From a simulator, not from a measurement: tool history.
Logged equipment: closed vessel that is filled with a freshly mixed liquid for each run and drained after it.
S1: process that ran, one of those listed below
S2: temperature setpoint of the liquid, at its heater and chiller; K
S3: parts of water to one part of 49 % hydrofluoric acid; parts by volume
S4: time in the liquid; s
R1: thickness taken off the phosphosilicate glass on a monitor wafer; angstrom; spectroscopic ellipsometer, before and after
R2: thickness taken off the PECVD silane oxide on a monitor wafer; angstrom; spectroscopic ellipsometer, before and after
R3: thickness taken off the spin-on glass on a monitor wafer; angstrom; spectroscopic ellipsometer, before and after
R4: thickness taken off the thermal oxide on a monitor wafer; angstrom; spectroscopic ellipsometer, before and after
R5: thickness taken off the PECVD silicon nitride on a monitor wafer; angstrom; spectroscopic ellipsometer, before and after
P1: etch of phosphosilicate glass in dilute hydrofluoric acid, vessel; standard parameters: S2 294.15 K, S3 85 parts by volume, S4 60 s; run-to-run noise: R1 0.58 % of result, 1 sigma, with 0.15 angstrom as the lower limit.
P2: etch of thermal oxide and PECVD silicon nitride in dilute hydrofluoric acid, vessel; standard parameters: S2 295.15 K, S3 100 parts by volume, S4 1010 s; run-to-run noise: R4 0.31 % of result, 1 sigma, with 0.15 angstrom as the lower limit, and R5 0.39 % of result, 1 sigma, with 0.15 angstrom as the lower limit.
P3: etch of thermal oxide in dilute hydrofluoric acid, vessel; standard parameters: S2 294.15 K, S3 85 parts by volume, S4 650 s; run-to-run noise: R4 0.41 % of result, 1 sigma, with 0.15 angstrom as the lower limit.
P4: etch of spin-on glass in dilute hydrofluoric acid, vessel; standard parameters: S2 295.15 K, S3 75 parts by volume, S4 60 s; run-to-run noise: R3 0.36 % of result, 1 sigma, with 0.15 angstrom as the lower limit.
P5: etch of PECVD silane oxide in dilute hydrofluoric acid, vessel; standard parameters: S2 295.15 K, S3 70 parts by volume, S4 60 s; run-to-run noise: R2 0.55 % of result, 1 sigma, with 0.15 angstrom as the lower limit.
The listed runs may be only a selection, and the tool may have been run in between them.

run 1 hour=10.3 | S1=P1 S2=294.15 S3=85 S4=60 | R1=555.29
run 2 hour=14.9 | S1=P5 S2=295.15 S3=70 S4=60 | R2=174.320
run 3 hour=25.0 | S1=P4 S2=300.15 S3=75 S4=60 | R3=217.53
run 4 hour=30.0 | S1=P2 S2=295.15 S3=100 S4=1745 | R4=791.820 R5=354.33
run 5 hour=40.0 | S1=P1 S2=294.15 S3=85 S4=60 | R1=557.42
run 6 hour=45.3 | S1=P2 S2=295.15 S3=20 S4=1010 | R4=2526.800 R5=981.40
run 7 hour=54.7 | S1=P5 S2=295.15 S3=70 S4=30 | R2=87.415
run 8 hour=62.1 | S1=P5 S2=295.15 S3=110 S4=60 | R2=105.940
run 9 hour=71.0 | S1=P3 S2=294.15 S3=85 S4=80 | R4=39.451
run 10 hour=77.7 | S1=P4 S2=295.15 S3=75 S4=105 | R3=309.31
run 11 hour=86.5 | S1=P1 S2=294.15 S3=85 S4=60 | R1=564.29
run 12 hour=96.1 | S1=P4 S2=295.15 S3=120 S4=60 | R3=105.02
run 13 hour=106.0 | S1=P1 S2=294.15 S3=30 S4=60 | R1=1693.10
run 14 hour=112.6 | S1=P3 S2=294.15 S3=140 S4=650 | R4=185.090
run 15 hour=117.1 | S1=P1 S2=298.15 S3=85 S4=60 | R1=650.33
run 16 hour=127.1 | S1=P1 S2=294.15 S3=135 S4=60 | R1=329.34
run 17 hour=132.5 | S1=P1 S2=294.15 S3=85 S4=30 | R1=278.26
run 18 hour=142.2 | S1=P1 S2=290.15 S3=85 S4=60 | R1=469.35
run 19 hour=150.3 | S1=P1 S2=299.65 S3=30 S4=60 | R1=2128.00
run 20 hour=158.4 | S1=P4 S2=295.15 S3=75 S4=60 | R3=177.33
run 21 hour=163.8 | S1=P1 S2=294.15 S3=85 S4=115 | R1=1070.70
run 22 hour=171.4 | S1=P5 S2=300.65 S3=70 S4=60 | R2=217.550
run 23 hour=177.6 | S1=P3 S2=294.15 S3=85 S4=650 | R4=322.020
run 24 hour=187.3 | S1=P1 S2=294.15 S3=85 S4=60 | R1=553.30
run 25 hour=196.0 | S1=P4 S2=295.15 S3=75 S4=60 | R3=177.36
run 26 hour=202.1 | S1=P2 S2=295.15 S3=100 S4=1010 | R4=456.680 R5=205.52
run 27 hour=209.4 | S1=P3 S2=290.15 S3=85 S4=650 | R4=270.720
run 28 hour=219.2 | S1=P2 S2=303.15 S3=100 S4=1010 | R4=623.010 R5=343.17
run 29 hour=225.6 | S1=P1 S2=294.15 S3=85 S4=60 | R1=558.86
run 30 hour=231.1 | S1=P1 S2=294.15 S3=85 S4=60 | R1=572.64
run 31 hour=240.4 | S1=P1 S2=294.15 S3=85 S4=60 | R1=590.65
run 32 hour=247.7 | S1=P1 S2=294.15 S3=85 S4=60 | R1=598.67
run 33 hour=252.3 | S1=P1 S2=294.15 S3=85 S4=60 | R1=610.52
run 34 hour=261.2 | S1=P1 S2=294.15 S3=85 S4=60 | R1=616.18
run 35 hour=270.8 | S1=P1 S2=294.15 S3=85 S4=60 | R1=614.83

P1 no longer gives what it gave before; its output has crept away from where it was. The following 2 causes, each at its listed size, fit the log equally well:
A: hydrofluoric acid flow above the setpoint (%) = 9.12
B: liquid hotter than its thermometer reads (K) = 2.35
The onset of the drift is placed at about hour 225.6.

4 check runs are offered, one wafer each, their results left as question marks. Which one tells the causes apart?
run check 1 hour=280.4 | S1=P5 S2=295.15 S3=70 S4=60 | R2=?
run check 2 hour=280.4 | S1=P4 S2=295.15 S3=75 S4=60 | R3=?
run check 3 hour=280.4 | S1=P2 S2=295.15 S3=100 S4=1010 | R4=? R5=?
run check 4 hour=280.4 | S1=P3 S2=294.15 S3=85 S4=650 | R4=?

Check results expected under each cause:
check=check_1 result=R2 if_A=191.200 if_B=191.460
check=check_2 result=R3 if_A=194.80 if_B=194.91
check=check_3 result=R4 if_A=503.700 if_B=502.010
check=check_3 result=R5 if_A=223.28 if_B=239.52
check=check_4 result=R4 if_A=354.170 if_B=354.200
Separation of the two closest causes in each check, using whichever result separates them best: check 1 0.14 %; check 2 0.05 %; check 3 7.02 %; check 4 0.01 %
The causes can be told apart only by check 3. The other checks would give nearly the same results under each of them.

Check 3 was carried out, with these results: R4 501.860 angstrom; R5 222.93 angstrom. Which of the listed causes is responsible?

Of the candidate causes, it is A: hydrofluoric acid flow above the setpoint (%).
